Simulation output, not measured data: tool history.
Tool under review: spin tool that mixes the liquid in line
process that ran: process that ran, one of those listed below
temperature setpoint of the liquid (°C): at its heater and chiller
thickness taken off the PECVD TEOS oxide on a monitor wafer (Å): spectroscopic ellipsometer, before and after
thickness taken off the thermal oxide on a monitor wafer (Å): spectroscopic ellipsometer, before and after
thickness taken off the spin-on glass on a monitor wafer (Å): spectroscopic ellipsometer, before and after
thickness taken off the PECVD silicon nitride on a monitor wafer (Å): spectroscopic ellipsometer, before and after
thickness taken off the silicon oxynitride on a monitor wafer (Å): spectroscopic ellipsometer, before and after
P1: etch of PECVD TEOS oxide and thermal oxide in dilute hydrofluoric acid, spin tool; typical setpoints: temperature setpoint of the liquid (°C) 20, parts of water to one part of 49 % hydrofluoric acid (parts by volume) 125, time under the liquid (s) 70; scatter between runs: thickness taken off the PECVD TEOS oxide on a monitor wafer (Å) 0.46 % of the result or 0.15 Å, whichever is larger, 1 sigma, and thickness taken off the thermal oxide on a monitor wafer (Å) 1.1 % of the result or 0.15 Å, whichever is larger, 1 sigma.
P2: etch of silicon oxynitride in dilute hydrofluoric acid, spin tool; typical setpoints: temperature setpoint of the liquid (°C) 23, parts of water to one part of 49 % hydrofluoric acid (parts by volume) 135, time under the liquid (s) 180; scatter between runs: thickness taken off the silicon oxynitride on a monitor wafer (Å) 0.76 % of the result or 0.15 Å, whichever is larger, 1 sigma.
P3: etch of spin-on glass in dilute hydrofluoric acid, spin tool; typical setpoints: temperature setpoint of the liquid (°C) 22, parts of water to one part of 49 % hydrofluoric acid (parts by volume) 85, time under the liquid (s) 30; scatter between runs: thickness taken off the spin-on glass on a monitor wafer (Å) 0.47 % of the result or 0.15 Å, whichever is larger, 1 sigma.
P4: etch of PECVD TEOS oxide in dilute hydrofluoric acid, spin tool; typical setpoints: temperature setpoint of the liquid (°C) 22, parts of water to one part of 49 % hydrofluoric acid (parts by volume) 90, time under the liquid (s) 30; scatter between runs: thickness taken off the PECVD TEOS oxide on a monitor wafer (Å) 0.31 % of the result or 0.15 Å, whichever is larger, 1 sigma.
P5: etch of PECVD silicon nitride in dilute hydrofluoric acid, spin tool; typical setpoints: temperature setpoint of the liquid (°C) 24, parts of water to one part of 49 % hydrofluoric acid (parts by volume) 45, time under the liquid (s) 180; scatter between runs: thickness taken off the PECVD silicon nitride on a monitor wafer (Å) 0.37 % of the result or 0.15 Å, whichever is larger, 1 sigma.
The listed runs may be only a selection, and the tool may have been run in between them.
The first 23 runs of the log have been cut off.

run,hour,process that ran,temperature setpoint of the liquid (°C),parts of water to one part of 49 % hydrofluoric acid (parts by volume),time under the liquid (s),hours since the thermometer was replaced,hours since the hydrofluoric acid flow meter was replaced,thickness taken off the PECVD TEOS oxide on a monitor wafer (Å),thickness taken off the thermal oxide on a monitor wafer (Å),thickness taken off the spin-on glass on a monitor wafer (Å),thickness taken off the PECVD silicon nitride on a monitor wafer (Å),thickness taken off the silicon oxynitride on a monitor wafer (Å)
24,300.4,P1,17,125,70,903.6,527.0,54.863,18.0370,,,
25,314.8,P1,20,125,70,918.0,541.4,62.047,20.4390,,,
26,324.3,P3,22,45,30,927.5,550.9,,,235.120,,
27,334.7,P3,22,85,30,937.9,561.3,,,116.890,,
28,345.9,P4,17,90,30,949.1,572.5,59.774,,,,
29,354.4,P5,32,45,180,957.6,581.0,,,,110.890,
30,362.9,P1,20,195,105,966.1,589.5,55.196,18.4530,,,
31,378.1,P1,20,125,70,981.3,604.7,61.717,20.2430,,,
32,387.4,P1,20,50,70,990.6,614.0,168.270,55.7540,,,
33,395.7,P1,20,125,110,998.9,622.3,96.312,31.8910,,,
34,408.6,P1,20,125,70,1011.8,635.2,61.778,20.1390,,,
35,421.0,P1,20,125,70,1024.2,647.6,60.634,19.7430,,,
36,432.6,P1,20,125,70,1035.8,659.2,59.159,19.2900,,,
37,443.2,P1,20,125,70,1046.4,669.8,58.624,19.0520,,,
38,453.0,P1,20,125,70,1056.2,679.6,58.033,19.2430,,,

Expected results for the next run?
39,469.5,P1,20,125,70,1072.7,696.1,?,?,,,

thickness taken off the PECVD TEOS oxide on a monitor wafer (Å): 57.468
thickness taken off the thermal oxide on a monitor wafer (Å): 18.8620
